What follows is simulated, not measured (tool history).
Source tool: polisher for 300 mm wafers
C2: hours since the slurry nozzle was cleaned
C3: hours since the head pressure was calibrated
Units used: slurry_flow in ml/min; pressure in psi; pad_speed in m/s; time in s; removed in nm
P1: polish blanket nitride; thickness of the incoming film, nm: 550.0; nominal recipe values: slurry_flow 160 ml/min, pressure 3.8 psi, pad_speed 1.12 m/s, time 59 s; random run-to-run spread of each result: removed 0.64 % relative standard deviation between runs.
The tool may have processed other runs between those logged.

Run 1, day 0.517: slurry_flow 160 ml/min, pressure 3.8 psi, pad_speed 1.12 m/s, time 59 s; wafers polished on this pad 1188; C2 557.8; C3 375.4. Result: removed 131.440 nm.
Run 2, day 1.138: slurry_flow 160 ml/min, pressure 4.7 psi, pad_speed 1.12 m/s, time 59 s; wafers polished on this pad 1344; C2 572.7; C3 390.3. Result: removed 161.330 nm.
Run 3, day 1.492: slurry_flow 225 ml/min, pressure 3.8 psi, pad_speed 1.12 m/s, time 59 s; wafers polished on this pad 1433; C2 581.2; C3 398.8. Result: removed 138.060 nm.
Run 4, day 1.967: slurry_flow 160 ml/min, pressure 3.8 psi, pad_speed 1.12 m/s, time 59 s; wafers polished on this pad 1552; C2 592.6; C3 410.2. Result: removed 132.270 nm.
Run 5, day 2.458: slurry_flow 160 ml/min, pressure 3.8 psi, pad_speed 1.12 m/s, time 59 s; wafers polished on this pad 1676; C2 604.4; C3 422.0. Result: removed 132.750 nm.
Run 6, day 2.821: slurry_flow 160 ml/min, pressure 3.8 psi, pad_speed 1.12 m/s, time 27 s; wafers polished on this pad 1767; C2 613.1; C3 430.7. Result: removed 60.139 nm.
Run 7, day 3.333: slurry_flow 160 ml/min, pressure 3.8 psi, pad_speed 1.12 m/s, time 59 s; wafers polished on this pad 1896; C2 625.4; C3 443.0. Result: removed 132.080 nm.
Run 8, day 3.717: slurry_flow 105 ml/min, pressure 3.8 psi, pad_speed 1.12 m/s, time 59 s; wafers polished on this pad 1993; C2 634.6; C3 452.2. Result: removed 122.430 nm.
Run 9, day 4.088: slurry_flow 160 ml/min, pressure 3.8 psi, pad_speed 1.12 m/s, time 78 s; wafers polished on this pad 2086; C2 643.5; C3 461.1. Result: removed 175.060 nm.
Run 10, day 4.446: slurry_flow 160 ml/min, pressure 5.4 psi, pad_speed 1.62 m/s, time 59 s; wafers polished on this pad 2177; C2 652.1; C3 469.7. Result: removed 254.430 nm.
Run 11, day 5.058: slurry_flow 160 ml/min, pressure 3.8 psi, pad_speed 1.74 m/s, time 59 s; wafers polished on this pad 2331; C2 666.8; C3 484.4. Result: removed 189.210 nm.
Run 12, day 5.512: slurry_flow 160 ml/min, pressure 3.8 psi, pad_speed 1.12 m/s, time 59 s; wafers polished on this pad 2445; C2 677.7; C3 495.3. Result: removed 132.120 nm.
Run 13, day 6.112: slurry_flow 160 ml/min, pressure 3.8 psi, pad_speed 0.50 m/s, time 59 s; wafers polished on this pad 2596; C2 692.1; C3 509.7. Result: removed 68.908 nm.
Run 14, day 6.546: slurry_flow 160 ml/min, pressure 2.5 psi, pad_speed 1.12 m/s, time 59 s; wafers polished on this pad 2705; C2 702.5; C3 520.1. Result: removed 87.437 nm.
Run 15, day 7.129: slurry_flow 160 ml/min, pressure 3.8 psi, pad_speed 1.12 m/s, time 59 s; wafers polished on this pad 2852; C2 716.5; C3 534.1. Result: removed 131.560 nm.
Run 16, day 7.779: slurry_flow 160 ml/min, pressure 3.8 psi, pad_speed 1.12 m/s, time 59 s; wafers polished on this pad 3016; C2 732.1; C3 549.7. Result: removed 124.790 nm.
Run 17, day 8.396: slurry_flow 160 ml/min, pressure 3.8 psi, pad_speed 1.12 m/s, time 59 s; wafers polished on this pad 3171; C2 746.9; C3 564.5. Result: removed 123.840 nm.
At day 8.546: head pressure recalibrated.
Run 18, day 8.904: slurry_flow 160 ml/min, pressure 3.8 psi, pad_speed 1.12 m/s, time 59 s; wafers polished on this pad 3299; C2 759.1; C3 8.7. Result: removed 122.820 nm.
Run 19, day 9.462: slurry_flow 160 ml/min, pressure 3.8 psi, pad_speed 1.12 m/s, time 59 s; wafers polished on this pad 3439; C2 772.5; C3 22.1. Result: removed 121.390 nm.
Run 20, day 9.946: slurry_flow 160 ml/min, pressure 3.8 psi, pad_speed 1.12 m/s, time 59 s; wafers polished on this pad 3561; C2 784.1; C3 33.7. Result: removed 121.540 nm.
Run 21, day 10.383: slurry_flow 160 ml/min, pressure 3.8 psi, pad_speed 1.12 m/s, time 59 s; wafers polished on this pad 3671; C2 794.6; C3 44.2. Result: removed 121.310 nm.

The log shows P1 creeping away from where it was. Any of the 2 causes listed here, at the size stated for it, fits the log just as well as the others:
A: removal rate lost through wear of the pad, % = 7.89
B: slurry flow missing at the pad, % = 33.9
The creep began at about day 7.129.
Every other cause this tool's parts could produce, and why it does not fit the log:
head's pressure below its setpoint, %: serviced at day 8.546, after the change had begun; the process did not return to its earlier output

Consider the 4 check runs below, whose results appear as question marks and each of which averages 5 wafers. Which one distinguishes the causes, in that each cause would give it a clearly different result?
Run check 1, day 10.821: slurry_flow 160 ml/min, pressure 3.8 psi, pad_speed 0.58 m/s, time 59 s. Result: removed ?.
Run check 2, day 10.821: slurry_flow 160 ml/min, pressure 3.8 psi, pad_speed 0.74 m/s, time 59 s. Result: removed ?.
Run check 3, day 10.821: slurry_flow 120 ml/min, pressure 3.8 psi, pad_speed 1.12 m/s, time 44 s. Result: removed ?.
Run check 4, day 10.821: slurry_flow 160 ml/min, pressure 4.7 psi, pad_speed 1.12 m/s, time 29 s. Result: removed ?.

Predicted outcomes, by check and by cause:
  check   result    if A    if B
check 1  removed  71.623  71.636
check 2  removed  87.035  87.052
check 3  removed  85.702  83.681
check 4  removed  73.713  73.727
Per-check spread between the two closest causes, in the result where they differ most: check 1 0.02 %; check 2 0.02 %; check 3 2.39 %; check 4 0.02 %
Check 3 distinguishes between the causes, while the remaining checks would return nearly the same result for all of them.

Check 3 was then run and gave: removed 83.816 nm. Which cause is it?

The cause is B: slurry flow missing at the pad, %.
